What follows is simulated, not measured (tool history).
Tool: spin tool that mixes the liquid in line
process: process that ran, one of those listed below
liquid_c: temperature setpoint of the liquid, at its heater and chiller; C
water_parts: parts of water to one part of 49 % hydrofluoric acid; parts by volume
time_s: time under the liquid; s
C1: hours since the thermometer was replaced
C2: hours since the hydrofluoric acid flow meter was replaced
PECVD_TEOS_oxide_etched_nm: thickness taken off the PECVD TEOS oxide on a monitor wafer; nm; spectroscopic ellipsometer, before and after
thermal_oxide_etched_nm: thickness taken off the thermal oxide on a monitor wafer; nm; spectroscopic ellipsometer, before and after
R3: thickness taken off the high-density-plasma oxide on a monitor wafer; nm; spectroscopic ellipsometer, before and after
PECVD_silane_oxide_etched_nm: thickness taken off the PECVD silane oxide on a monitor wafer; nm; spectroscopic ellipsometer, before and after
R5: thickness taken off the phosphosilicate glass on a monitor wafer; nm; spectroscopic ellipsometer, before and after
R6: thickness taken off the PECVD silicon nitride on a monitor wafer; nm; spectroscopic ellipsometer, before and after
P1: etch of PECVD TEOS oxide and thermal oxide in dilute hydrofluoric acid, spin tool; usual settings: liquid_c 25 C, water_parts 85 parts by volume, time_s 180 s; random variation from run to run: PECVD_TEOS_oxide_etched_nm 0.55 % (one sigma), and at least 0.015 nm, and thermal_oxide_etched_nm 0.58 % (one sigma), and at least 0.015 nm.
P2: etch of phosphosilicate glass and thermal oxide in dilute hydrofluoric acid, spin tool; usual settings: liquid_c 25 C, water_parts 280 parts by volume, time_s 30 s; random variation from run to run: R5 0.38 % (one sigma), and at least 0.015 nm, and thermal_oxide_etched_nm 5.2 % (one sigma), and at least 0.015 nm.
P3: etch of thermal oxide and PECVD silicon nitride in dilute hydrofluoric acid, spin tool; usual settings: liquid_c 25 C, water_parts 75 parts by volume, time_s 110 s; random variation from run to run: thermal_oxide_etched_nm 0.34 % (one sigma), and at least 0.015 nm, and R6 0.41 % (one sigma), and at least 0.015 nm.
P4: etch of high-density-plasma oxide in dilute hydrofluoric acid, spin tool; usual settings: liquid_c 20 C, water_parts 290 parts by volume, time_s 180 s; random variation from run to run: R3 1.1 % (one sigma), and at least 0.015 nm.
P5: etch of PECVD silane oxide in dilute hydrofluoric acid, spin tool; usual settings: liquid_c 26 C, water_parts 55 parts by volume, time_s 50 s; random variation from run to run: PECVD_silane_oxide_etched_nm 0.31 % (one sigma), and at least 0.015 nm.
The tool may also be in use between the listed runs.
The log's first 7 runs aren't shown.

run 8 hour=116.5 | process=P1 liquid_c=25 water_parts=85 time_s=180 | C1=628.6 C2=344.7 | PECVD_TEOS_oxide_etched_nm=32.25 thermal_oxide_etched_nm=10.347
run 9 hour=128.2 | process=P2 liquid_c=25 water_parts=280 time_s=15 | C1=640.3 C2=356.4 | thermal_oxide_etched_nm=0.18998 R5=3.9152
run 10 hour=139.8 | process=P1 liquid_c=25 water_parts=85 time_s=180 | C1=651.9 C2=368 | PECVD_TEOS_oxide_etched_nm=32.344 thermal_oxide_etched_nm=10.402
run 11 hour=154.5 | process=P1 liquid_c=25 water_parts=85 time_s=350 | C1=666.6 C2=382.7 | PECVD_TEOS_oxide_etched_nm=62.827 thermal_oxide_etched_nm=20.212
run 12 hour=164.5 | process=P1 liquid_c=25 water_parts=130 time_s=180 | C1=676.6 C2=392.7 | PECVD_TEOS_oxide_etched_nm=20.09 thermal_oxide_etched_nm=6.4335
run 13 hour=173.6 | process=P3 liquid_c=25 water_parts=75 time_s=110 | C1=685.7 C2=401.8 | thermal_oxide_etched_nm=7.9517 R6=5.02
run 14 hour=186.3 | process=P4 liquid_c=17 water_parts=290 time_s=180 | C1=698.4 C2=414.5 | R3=1.9812
run 15 hour=195.7 | process=P1 liquid_c=25 water_parts=85 time_s=180 | C1=707.8 C2=423.9 | PECVD_TEOS_oxide_etched_nm=32.34 thermal_oxide_etched_nm=10.344
run 16 hour=204.4 | process=P5 liquid_c=26 water_parts=20 time_s=50 | C1=716.5 C2=432.6 | PECVD_silane_oxide_etched_nm=107.53
run 17 hour=218 | process=P3 liquid_c=25 water_parts=75 time_s=180 | C1=730.1 C2=446.2 | thermal_oxide_etched_nm=13.055 R6=8.1662
run 18 hour=229.3 | process=P2 liquid_c=25 water_parts=90 time_s=30 | C1=741.4 C2=457.5 | thermal_oxide_etched_nm=1.9871 R5=30.079
run 19 hour=243.2 | process=P1 liquid_c=21.5 water_parts=140 time_s=180 | C1=755.3 C2=471.4 | PECVD_TEOS_oxide_etched_nm=15.956 thermal_oxide_etched_nm=5.1679
run 20 hour=255.6 | process=P3 liquid_c=32 water_parts=75 time_s=110 | C1=767.7 C2=483.8 | thermal_oxide_etched_nm=10.441 R6=7.857
run 21 hour=265.7 | process=P5 liquid_c=26 water_parts=55 time_s=15 | C1=777.8 C2=493.9 | PECVD_silane_oxide_etched_nm=11.177
run 22 hour=284.7 | process=P1 liquid_c=25 water_parts=115 time_s=30 | C1=796.8 C2=512.9 | PECVD_TEOS_oxide_etched_nm=3.8914 thermal_oxide_etched_nm=1.2359
run 23 hour=295.4 | process=P3 liquid_c=25 water_parts=25 time_s=110 | C1=807.5 C2=523.6 | thermal_oxide_etched_nm=25.46 R6=14.588

The next listed run, before its measurement:
-- hour=301.7 hydrofluoric acid flow meter replaced
run 24 hour=303.8 | process=P1 liquid_c=17.5 water_parts=85 time_s=180 | C1=815.9 C2=2.2 | PECVD_TEOS_oxide_etched_nm=? thermal_oxide_etched_nm=?

PECVD_TEOS_oxide_etched_nm: 23.633 nm
thermal_oxide_etched_nm: 7.5628 nm
